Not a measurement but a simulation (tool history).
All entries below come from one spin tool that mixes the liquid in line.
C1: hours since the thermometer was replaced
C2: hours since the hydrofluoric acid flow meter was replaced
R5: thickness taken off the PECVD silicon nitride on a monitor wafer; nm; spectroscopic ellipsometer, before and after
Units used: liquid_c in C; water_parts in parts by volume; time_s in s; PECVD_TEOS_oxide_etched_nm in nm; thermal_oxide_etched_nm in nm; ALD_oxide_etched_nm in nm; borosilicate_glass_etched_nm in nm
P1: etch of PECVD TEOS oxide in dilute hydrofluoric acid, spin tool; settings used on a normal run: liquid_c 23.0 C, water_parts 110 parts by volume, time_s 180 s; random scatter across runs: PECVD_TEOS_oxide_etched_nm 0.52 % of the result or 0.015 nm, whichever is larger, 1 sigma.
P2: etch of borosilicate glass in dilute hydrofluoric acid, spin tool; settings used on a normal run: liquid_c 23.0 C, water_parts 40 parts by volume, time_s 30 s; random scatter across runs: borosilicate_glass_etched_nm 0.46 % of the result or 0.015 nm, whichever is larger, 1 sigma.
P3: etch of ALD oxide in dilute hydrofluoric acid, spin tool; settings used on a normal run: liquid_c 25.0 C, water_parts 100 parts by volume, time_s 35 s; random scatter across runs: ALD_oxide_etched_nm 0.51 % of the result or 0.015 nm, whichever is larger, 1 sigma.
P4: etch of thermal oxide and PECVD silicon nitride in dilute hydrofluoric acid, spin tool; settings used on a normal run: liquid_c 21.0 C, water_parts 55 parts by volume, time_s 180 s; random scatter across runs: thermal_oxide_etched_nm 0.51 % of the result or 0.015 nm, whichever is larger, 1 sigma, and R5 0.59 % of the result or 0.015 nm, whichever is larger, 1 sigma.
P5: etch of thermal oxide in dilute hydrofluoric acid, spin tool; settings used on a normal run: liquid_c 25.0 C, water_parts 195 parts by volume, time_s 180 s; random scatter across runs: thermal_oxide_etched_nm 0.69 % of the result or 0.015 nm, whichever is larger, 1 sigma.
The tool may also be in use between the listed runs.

Run 1, hour 5.6: process P1, liquid_c 23.0 C, water_parts 110 parts by volume, time_s 180 s; C1 1052.1; C2 623.0. Result: PECVD_TEOS_oxide_etched_nm 29.6040 nm.
Run 2, hour 14.7: process P5, liquid_c 18.5 C, water_parts 195 parts by volume, time_s 180 s; C1 1061.2; C2 632.1. Result: thermal_oxide_etched_nm 3.02980 nm.
Run 3, hour 21.9: process P3, liquid_c 25.0 C, water_parts 155 parts by volume, time_s 35 s; C1 1068.4; C2 639.3. Result: ALD_oxide_etched_nm 5.1065 nm.
Run 4, hour 29.7: process P2, liquid_c 23.0 C, water_parts 40 parts by volume, time_s 30 s; C1 1076.2; C2 647.1. Result: borosilicate_glass_etched_nm 22.231 nm.
Run 5, hour 36.9: process P4, liquid_c 21.0 C, water_parts 55 parts by volume, time_s 180 s; C1 1083.4; C2 654.3. Result: thermal_oxide_etched_nm 14.26900 nm, R5 4.5278 nm.
Run 6, hour 41.6: process P2, liquid_c 30.0 C, water_parts 40 parts by volume, time_s 30 s; C1 1088.1; C2 659.0. Result: borosilicate_glass_etched_nm 29.536 nm.
Run 7, hour 48.6: process P1, liquid_c 23.0 C, water_parts 110 parts by volume, time_s 290 s; C1 1095.1; C2 666.0. Result: PECVD_TEOS_oxide_etched_nm 47.9140 nm.
Run 8, hour 57.1: process P1, liquid_c 23.0 C, water_parts 110 parts by volume, time_s 45 s; C1 1103.6; C2 674.5. Result: PECVD_TEOS_oxide_etched_nm 7.4319 nm.
Run 9, hour 62.9: process P1, liquid_c 23.0 C, water_parts 110 parts by volume, time_s 180 s; C1 1109.4; C2 680.3. Result: PECVD_TEOS_oxide_etched_nm 29.5040 nm.
Run 10, hour 67.8: process P3, liquid_c 25.0 C, water_parts 100 parts by volume, time_s 55 s; C1 1114.3; C2 685.2. Result: ALD_oxide_etched_nm 13.2160 nm.
Run 11, hour 73.4: process P4, liquid_c 21.0 C, water_parts 55 parts by volume, time_s 60 s; C1 1119.9; C2 690.8. Result: thermal_oxide_etched_nm 4.71890 nm, R5 1.5245 nm.
Run 12, hour 79.8: process P5, liquid_c 25.0 C, water_parts 85 parts by volume, time_s 180 s; C1 1126.3; C2 697.2. Result: thermal_oxide_etched_nm 10.13200 nm.
Run 13, hour 87.1: process P4, liquid_c 28.5 C, water_parts 55 parts by volume, time_s 180 s; C1 1133.6; C2 704.5. Result: thermal_oxide_etched_nm 19.30000 nm, R5 7.4031 nm.
Run 14, hour 92.9: process P2, liquid_c 23.0 C, water_parts 40 parts by volume, time_s 30 s; C1 1139.4; C2 710.3. Result: borosilicate_glass_etched_nm 22.263 nm.
Run 15, hour 101.4: process P3, liquid_c 25.0 C, water_parts 100 parts by volume, time_s 35 s; C1 1147.9; C2 718.8. Result: ALD_oxide_etched_nm 8.3992 nm.
Run 16, hour 109.4: process P1, liquid_c 23.0 C, water_parts 25 parts by volume, time_s 180 s; C1 1155.9; C2 726.8. Result: PECVD_TEOS_oxide_etched_nm 143.0000 nm.
Run 17, hour 117.9: process P5, liquid_c 25.0 C, water_parts 195 parts by volume, time_s 180 s; C1 1164.4; C2 735.3. Result: thermal_oxide_etched_nm 3.87950 nm.
Run 18, hour 126.1: process P5, liquid_c 25.0 C, water_parts 195 parts by volume, time_s 15 s; C1 1172.6; C2 743.5. Result: thermal_oxide_etched_nm 0.33427 nm.
Run 19, hour 132.9: process P1, liquid_c 30.0 C, water_parts 110 parts by volume, time_s 180 s; C1 1179.4; C2 750.3. Result: PECVD_TEOS_oxide_etched_nm 38.8430 nm.
Run 20, hour 142.1: process P1, liquid_c 23.0 C, water_parts 110 parts by volume, time_s 180 s; C1 1188.6; C2 759.5. Result: PECVD_TEOS_oxide_etched_nm 29.5810 nm.
Run 21, hour 147.0: process P2, liquid_c 23.0 C, water_parts 55 parts by volume, time_s 30 s; C1 1193.5; C2 764.4. Result: borosilicate_glass_etched_nm 15.895 nm.
Run 22, hour 153.8: process P3, liquid_c 32.5 C, water_parts 100 parts by volume, time_s 35 s; C1 1200.3; C2 771.2. Result: ALD_oxide_etched_nm 11.1660 nm.
Run 23, hour 162.7: process P1, liquid_c 23.0 C, water_parts 155 parts by volume, time_s 180 s; C1 1209.2; C2 780.1. Result: PECVD_TEOS_oxide_etched_nm 19.9310 nm.
Run 24, hour 169.4: process P5, liquid_c 25.0 C, water_parts 195 parts by volume, time_s 180 s; C1 1215.9; C2 786.8. Result: thermal_oxide_etched_nm 3.82190 nm.
Run 25, hour 176.3: process P1, liquid_c 18.0 C, water_parts 110 parts by volume, time_s 180 s; C1 1222.8; C2 793.7. Result: PECVD_TEOS_oxide_etched_nm 24.1850 nm.
Run 26, hour 182.7: process P4, liquid_c 21.0 C, water_parts 20 parts by volume, time_s 180 s; C1 1229.2; C2 800.1. Result: thermal_oxide_etched_nm 40.98500 nm, R5 11.8010 nm.
Run 27, hour 190.2: process P1, liquid_c 19.0 C, water_parts 110 parts by volume, time_s 355 s; C1 1236.7; C2 807.6. Result: PECVD_TEOS_oxide_etched_nm 49.4240 nm.
Run 28, hour 194.7: process P1, liquid_c 23.0 C, water_parts 110 parts by volume, time_s 180 s; C1 1241.2; C2 812.1. Result: PECVD_TEOS_oxide_etched_nm 29.4590 nm.
Run 29, hour 199.7: process P2, liquid_c 23.0 C, water_parts 40 parts by volume, time_s 15 s; C1 1246.2; C2 817.1. Result: borosilicate_glass_etched_nm 11.189 nm.
Run 30, hour 207.1: process P1, liquid_c 23.0 C, water_parts 110 parts by volume, time_s 180 s; C1 1253.6; C2 824.5. Result: PECVD_TEOS_oxide_etched_nm 29.3970 nm.
Run 31, hour 214.8: process P1, liquid_c 23.0 C, water_parts 110 parts by volume, time_s 180 s; C1 1261.3; C2 832.2. Result: PECVD_TEOS_oxide_etched_nm 30.7140 nm.
Run 32, hour 219.7: process P1, liquid_c 23.0 C, water_parts 110 parts by volume, time_s 180 s; C1 1266.2; C2 837.1. Result: PECVD_TEOS_oxide_etched_nm 31.0210 nm.
Run 33, hour 226.0: process P1, liquid_c 23.0 C, water_parts 110 parts by volume, time_s 180 s; C1 1272.5; C2 843.4. Result: PECVD_TEOS_oxide_etched_nm 31.3580 nm.
Run 34, hour 230.9: process P1, liquid_c 23.0 C, water_parts 110 parts by volume, time_s 180 s; C1 1277.4; C2 848.3. Result: PECVD_TEOS_oxide_etched_nm 31.2790 nm.
Run 35, hour 236.9: process P1, liquid_c 23.0 C, water_parts 110 parts by volume, time_s 180 s; C1 1283.4; C2 854.3. Result: PECVD_TEOS_oxide_etched_nm 31.9100 nm.
Run 36, hour 244.2: process P1, liquid_c 23.0 C, water_parts 110 parts by volume, time_s 180 s; C1 1290.7; C2 861.6. Result: PECVD_TEOS_oxide_etched_nm 31.8330 nm.
Run 37, hour 248.9: process P1, liquid_c 23.0 C, water_parts 110 parts by volume, time_s 180 s; C1 1295.4; C2 866.3. Result: PECVD_TEOS_oxide_etched_nm 31.8140 nm.
Run 38, hour 258.0: process P1, liquid_c 23.0 C, water_parts 110 parts by volume, time_s 180 s; C1 1304.5; C2 875.4. Result: PECVD_TEOS_oxide_etched_nm 32.0440 nm.
Run 39, hour 263.1: process P1, liquid_c 23.0 C, water_parts 110 parts by volume, time_s 180 s; C1 1309.6; C2 880.5. Result: PECVD_TEOS_oxide_etched_nm 32.1150 nm.

What P1 gives has crept off from where it sat before. The 2 causes that follow fit the log equally well, each at the size noted:
A: hydrofluoric acid flow above the setpoint (%) = 7.85
B: liquid hotter than its thermometer reads (K) = 2.17
At approximately hour 207.1, the process output began to creep.

Listed below are the offered check runs, one wafer per run, with question marks in place of results. For which of them would the causes give clearly different outcomes?
Run check 1, hour 268.2: process P5, liquid_c 25.0 C, water_parts 85 parts by volume, time_s 180 s. Result: thermal_oxide_etched_nm ?.
Run check 2, hour 268.2: process P4, liquid_c 28.5 C, water_parts 55 parts by volume, time_s 65 s. Result: thermal_oxide_etched_nm ?, R5 ?.
Run check 3, hour 268.2: process P3, liquid_c 29.0 C, water_parts 100 parts by volume, time_s 35 s. Result: ALD_oxide_etched_nm ?.
Run check 4, hour 268.2: process P2, liquid_c 29.0 C, water_parts 40 parts by volume, time_s 15 s. Result: borosilicate_glass_etched_nm ?.

How each check would come out, cause by cause:
  check                        result      if A      if B
check 1       thermal_oxide_etched_nm  10.93600  10.95500
check 2       thermal_oxide_etched_nm   7.58700   7.61460
check 2                            R5    2.8685    3.0623
check 3           ALD_oxide_etched_nm   10.6580   10.6110
check 4  borosilicate_glass_etched_nm    15.439    15.531
Per-check spread between the two closest causes, in the result where they differ most: check 1 0.17 %; check 2 6.54 %; check 3 0.44 %; check 4 0.6 %
Check 2 is the one run that separates the causes; every other check would come out nearly the same whichever cause is at work.

After running check 2, the following was obtained: thermal_oxide_etched_nm 7.59970 nm; R5 2.8634 nm. Which cause does this point to?

It is A: hydrofluoric acid flow above the setpoint (%).
